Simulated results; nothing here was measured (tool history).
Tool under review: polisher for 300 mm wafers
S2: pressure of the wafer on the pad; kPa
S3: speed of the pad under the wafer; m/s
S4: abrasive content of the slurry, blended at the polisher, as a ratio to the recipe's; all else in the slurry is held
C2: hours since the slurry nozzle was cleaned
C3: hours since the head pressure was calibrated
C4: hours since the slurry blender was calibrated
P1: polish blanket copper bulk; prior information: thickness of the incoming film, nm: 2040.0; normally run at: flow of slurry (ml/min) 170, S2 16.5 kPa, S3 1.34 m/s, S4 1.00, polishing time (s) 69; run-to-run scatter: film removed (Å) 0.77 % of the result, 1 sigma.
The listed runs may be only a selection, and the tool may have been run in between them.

run 1 hour=4.1 | flow_of_slurry_(ml/min)=170 S2=16.5 S3=1.34 S4=1.00 polishing_time_(s)=69 | wafers_polished_on_this_pad=931 C2=535.4 C3=56.0 C4=266.4 | film_removed_(Å)=7014.6
run 2 hour=11.3 | flow_of_slurry_(ml/min)=170 S2=16.5 S3=1.74 S4=1.00 polishing_time_(s)=69 | wafers_polished_on_this_pad=1011 C2=542.6 C3=63.2 C4=273.6 | film_removed_(Å)=9230.5
run 3 hour=16.6 | flow_of_slurry_(ml/min)=170 S2=8.3 S3=1.34 S4=1.00 polishing_time_(s)=69 | wafers_polished_on_this_pad=1070 C2=547.9 C3=68.5 C4=278.9 | film_removed_(Å)=3568.6
run 4 hour=24.1 | flow_of_slurry_(ml/min)=170 S2=16.5 S3=1.34 S4=0.55 polishing_time_(s)=69 | wafers_polished_on_this_pad=1153 C2=555.4 C3=76.0 C4=286.4 | film_removed_(Å)=6323.3
run 5 hour=29.5 | flow_of_slurry_(ml/min)=170 S2=16.5 S3=1.72 S4=1.00 polishing_time_(s)=105 | wafers_polished_on_this_pad=1213 C2=560.8 C3=81.4 C4=291.8 | film_removed_(Å)=14067.0
run 6 hour=34.5 | flow_of_slurry_(ml/min)=170 S2=16.5 S3=1.34 S4=1.00 polishing_time_(s)=69 | wafers_polished_on_this_pad=1268 C2=565.8 C3=86.4 C4=296.8 | film_removed_(Å)=7075.3
run 7 hour=40.3 | flow_of_slurry_(ml/min)=170 S2=16.5 S3=1.34 S4=1.40 polishing_time_(s)=69 | wafers_polished_on_this_pad=1333 C2=571.6 C3=92.2 C4=302.6 | film_removed_(Å)=7618.5
run 8 hour=45.0 | flow_of_slurry_(ml/min)=170 S2=16.5 S3=0.90 S4=1.00 polishing_time_(s)=69 | wafers_polished_on_this_pad=1385 C2=576.3 C3=96.9 C4=307.3 | film_removed_(Å)=4824.1
run 9 hour=51.7 | flow_of_slurry_(ml/min)=170 S2=21.4 S3=1.34 S4=1.45 polishing_time_(s)=69 | wafers_polished_on_this_pad=1459 C2=583.0 C3=103.6 C4=314.0 | film_removed_(Å)=9913.9
run 10 hour=58.6 | flow_of_slurry_(ml/min)=170 S2=16.5 S3=1.34 S4=1.00 polishing_time_(s)=105 | wafers_polished_on_this_pad=1536 C2=589.9 C3=110.5 C4=320.9 | film_removed_(Å)=10892.0
run 11 hour=66.6 | flow_of_slurry_(ml/min)=170 S2=23.4 S3=1.34 S4=1.00 polishing_time_(s)=69 | wafers_polished_on_this_pad=1624 C2=597.9 C3=118.5 C4=328.9 | film_removed_(Å)=9973.3
run 12 hour=70.3 | flow_of_slurry_(ml/min)=125 S2=16.5 S3=1.34 S4=1.00 polishing_time_(s)=69 | wafers_polished_on_this_pad=1665 C2=601.6 C3=122.2 C4=332.6 | film_removed_(Å)=6837.9
run 13 hour=75.5 | flow_of_slurry_(ml/min)=255 S2=16.5 S3=1.34 S4=1.00 polishing_time_(s)=69 | wafers_polished_on_this_pad=1723 C2=606.8 C3=127.4 C4=337.8 | film_removed_(Å)=7482.3
run 14 hour=79.5 | flow_of_slurry_(ml/min)=170 S2=16.5 S3=1.34 S4=1.00 polishing_time_(s)=69 | wafers_polished_on_this_pad=1767 C2=610.8 C3=131.4 C4=341.8 | film_removed_(Å)=7125.6
run 15 hour=87.2 | flow_of_slurry_(ml/min)=170 S2=16.5 S3=1.34 S4=1.00 polishing_time_(s)=69 | wafers_polished_on_this_pad=1853 C2=618.5 C3=139.1 C4=349.5 | film_removed_(Å)=7146.4
-- hour=90.6 worn pad replaced by a new one
run 16 hour=92.5 | flow_of_slurry_(ml/min)=170 S2=16.5 S3=0.92 S4=1.30 polishing_time_(s)=69 | wafers_polished_on_this_pad=21 C2=623.8 C3=144.4 C4=354.8 | film_removed_(Å)=5096.6
run 17 hour=99.7 | flow_of_slurry_(ml/min)=170 S2=16.5 S3=1.34 S4=1.00 polishing_time_(s)=33 | wafers_polished_on_this_pad=101 C2=631.0 C3=151.6 C4=362.0 | film_removed_(Å)=3419.3
run 18 hour=106.3 | flow_of_slurry_(ml/min)=170 S2=16.5 S3=1.34 S4=1.00 polishing_time_(s)=69 | wafers_polished_on_this_pad=174 C2=637.6 C3=158.2 C4=368.6 | film_removed_(Å)=7007.6
run 19 hour=110.4 | flow_of_slurry_(ml/min)=170 S2=16.5 S3=1.34 S4=1.00 polishing_time_(s)=69 | wafers_polished_on_this_pad=219 C2=641.7 C3=162.3 C4=372.7 | film_removed_(Å)=6887.6
run 20 hour=117.1 | flow_of_slurry_(ml/min)=170 S2=16.5 S3=1.34 S4=1.00 polishing_time_(s)=69 | wafers_polished_on_this_pad=294 C2=648.4 C3=169.0 C4=379.4 | film_removed_(Å)=6714.6
-- hour=122.4 slurry blender recalibrated
run 21 hour=123.7 | flow_of_slurry_(ml/min)=170 S2=16.5 S3=1.34 S4=1.00 polishing_time_(s)=69 | wafers_polished_on_this_pad=367 C2=655.0 C3=175.6 C4=1.3 | film_removed_(Å)=6504.1
run 22 hour=128.8 | flow_of_slurry_(ml/min)=170 S2=16.5 S3=1.34 S4=1.00 polishing_time_(s)=69 | wafers_polished_on_this_pad=423 C2=660.1 C3=180.7 C4=6.4 | film_removed_(Å)=6559.2

What does the tool deliver on the next run?
-- hour=129.8 worn pad replaced by a new one
run 23 hour=132.6 | flow_of_slurry_(ml/min)=170 S2=16.5 S3=1.34 S4=1.00 polishing_time_(s)=69 | wafers_polished_on_this_pad=31 C2=663.9 C3=184.5 C4=10.2 | film_removed_(Å)=?

film removed (Å): 6543.3
